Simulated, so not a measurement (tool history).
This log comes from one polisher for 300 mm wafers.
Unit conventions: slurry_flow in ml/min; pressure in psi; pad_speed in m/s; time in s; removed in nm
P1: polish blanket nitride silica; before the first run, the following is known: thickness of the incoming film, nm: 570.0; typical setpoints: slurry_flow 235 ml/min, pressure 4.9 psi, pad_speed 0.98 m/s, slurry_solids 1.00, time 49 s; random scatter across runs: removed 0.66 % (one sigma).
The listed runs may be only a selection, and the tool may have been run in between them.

run 1 hour=3.2 | slurry_flow=235 pressure=4.9 pad_speed=0.98 slurry_solids=1.00 time=49 | removed=37.812
run 2 hour=5.4 | slurry_flow=300 pressure=4.9 pad_speed=0.98 slurry_solids=1.00 time=49 | removed=38.238
run 3 hour=9.7 | slurry_flow=235 pressure=2.9 pad_speed=0.98 slurry_solids=1.00 time=49 | removed=22.346
run 4 hour=12.5 | slurry_flow=235 pressure=4.9 pad_speed=0.50 slurry_solids=0.55 time=49 | removed=15.968
-- hour=14.6 conditioning disc replaced and pad reconditioned
run 5 hour=14.7 | slurry_flow=165 pressure=4.9 pad_speed=0.98 slurry_solids=1.00 time=49 | removed=35.635
run 6 hour=16.6 | slurry_flow=235 pressure=4.9 pad_speed=0.98 slurry_solids=0.75 time=49 | removed=32.536
run 7 hour=20.0 | slurry_flow=235 pressure=4.9 pad_speed=0.98 slurry_solids=1.00 time=49 | removed=37.808
-- hour=20.3 slurry blender recalibrated
run 8 hour=22.8 | slurry_flow=235 pressure=4.9 pad_speed=0.98 slurry_solids=1.00 time=49 | removed=37.540
run 9 hour=24.8 | slurry_flow=235 pressure=4.9 pad_speed=1.52 slurry_solids=1.00 time=49 | removed=53.372
run 10 hour=28.2 | slurry_flow=235 pressure=4.9 pad_speed=0.98 slurry_solids=1.00 time=49 | removed=37.292
run 11 hour=31.5 | slurry_flow=235 pressure=4.9 pad_speed=0.98 slurry_solids=1.00 time=49 | removed=37.633
run 12 hour=33.5 | slurry_flow=235 pressure=7.7 pad_speed=0.98 slurry_solids=1.00 time=49 | removed=58.475
run 13 hour=35.7 | slurry_flow=235 pressure=4.9 pad_speed=0.60 slurry_solids=1.00 time=49 | removed=25.440
run 14 hour=38.0 | slurry_flow=235 pressure=4.9 pad_speed=0.98 slurry_solids=1.45 time=49 | removed=43.713
run 15 hour=41.4 | slurry_flow=235 pressure=4.9 pad_speed=0.98 slurry_solids=1.00 time=24 | removed=18.285
run 16 hour=45.1 | slurry_flow=235 pressure=4.9 pad_speed=0.98 slurry_solids=1.00 time=64 | removed=48.771
run 17 hour=49.0 | slurry_flow=235 pressure=4.9 pad_speed=0.98 slurry_solids=1.00 time=49 | removed=37.608
run 18 hour=52.7 | slurry_flow=235 pressure=4.9 pad_speed=0.98 slurry_solids=1.00 time=49 | removed=36.439
run 19 hour=56.3 | slurry_flow=235 pressure=4.9 pad_speed=0.98 slurry_solids=1.00 time=49 | removed=35.508
run 20 hour=60.1 | slurry_flow=235 pressure=4.9 pad_speed=0.98 slurry_solids=1.00 time=49 | removed=34.723
run 21 hour=64.4 | slurry_flow=235 pressure=4.9 pad_speed=0.98 slurry_solids=1.00 time=49 | removed=34.592
-- hour=67.7 worn pad replaced by a new one
run 22 hour=67.8 | slurry_flow=235 pressure=4.9 pad_speed=0.98 slurry_solids=1.00 time=49 | removed=34.069
run 23 hour=70.4 | slurry_flow=235 pressure=4.9 pad_speed=0.98 slurry_solids=1.00 time=49 | removed=33.651
-- hour=72.2 slurry nozzle cleaned
run 24 hour=73.3 | slurry_flow=235 pressure=4.9 pad_speed=0.98 slurry_solids=1.00 time=49 | removed=34.106
-- hour=73.4 conditioning disc replaced and pad reconditioned
run 25 hour=75.5 | slurry_flow=235 pressure=4.9 pad_speed=0.98 slurry_solids=1.00 time=49 | removed=33.559
run 26 hour=79.5 | slurry_flow=235 pressure=4.9 pad_speed=0.98 slurry_solids=1.00 time=49 | removed=33.688
run 27 hour=83.0 | slurry_flow=235 pressure=4.9 pad_speed=0.98 slurry_solids=1.00 time=49 | removed=33.641

The output of P1 has drifted from where it used to be. Each of the 2 causes below, taken at the size shown beside it, accounts for the log equally well:
A: head's pressure below its setpoint, % = 10.4
B: abrasive missing from the slurry, % = 20.3
The process output started creeping at around hour 49.0.
Excluded causes, each with its reason:
removal rate lost through wear of the pad, %: serviced at hour 67.7, after the drift had started, without restoring the earlier output
slurry flow missing at the pad, %: serviced at hour 72.2, after the drift had started, without restoring the earlier output
time polished since the conditioner stopped cutting, s: serviced at hour 73.4, after the drift had started, without restoring the earlier output

The list below offers 4 check runs, each averaging the results of 5 wafers, and shows each result as a question mark. For which of them would the listed causes give clearly different results?
run check 1 hour=86.5 | slurry_flow=235 pressure=5.9 pad_speed=0.76 slurry_solids=1.00 time=49 | removed=?
run check 2 hour=86.5 | slurry_flow=235 pressure=7.6 pad_speed=0.68 slurry_solids=1.00 time=49 | removed=?
run check 3 hour=86.5 | slurry_flow=235 pressure=4.9 pad_speed=0.98 slurry_solids=1.45 time=49 | removed=?
run check 4 hour=86.5 | slurry_flow=235 pressure=6.8 pad_speed=1.46 slurry_solids=1.00 time=49 | removed=?

Predicted outcomes, by check and by cause:
check=check_1 result=removed if_A=33.103 if_B=33.112
check=check_2 result=removed if_A=39.011 if_B=39.022
check=check_3 result=removed if_A=39.227 if_B=40.057
check=check_4 result=removed if_A=64.322 if_B=64.339
Per-check spread between the two closest causes, in the result where they differ most: check 1 0.03 %; check 2 0.03 %; check 3 2.09 %; check 4 0.03 %
Only in check 3 would the causes give clearly different results; in the remaining checks their results would be nearly the same.

The results of check 3 are: removed 40.044 nm. Based on these, which of the listed causes is it?

Of the candidate causes, it is B: abrasive missing from the slurry, %.
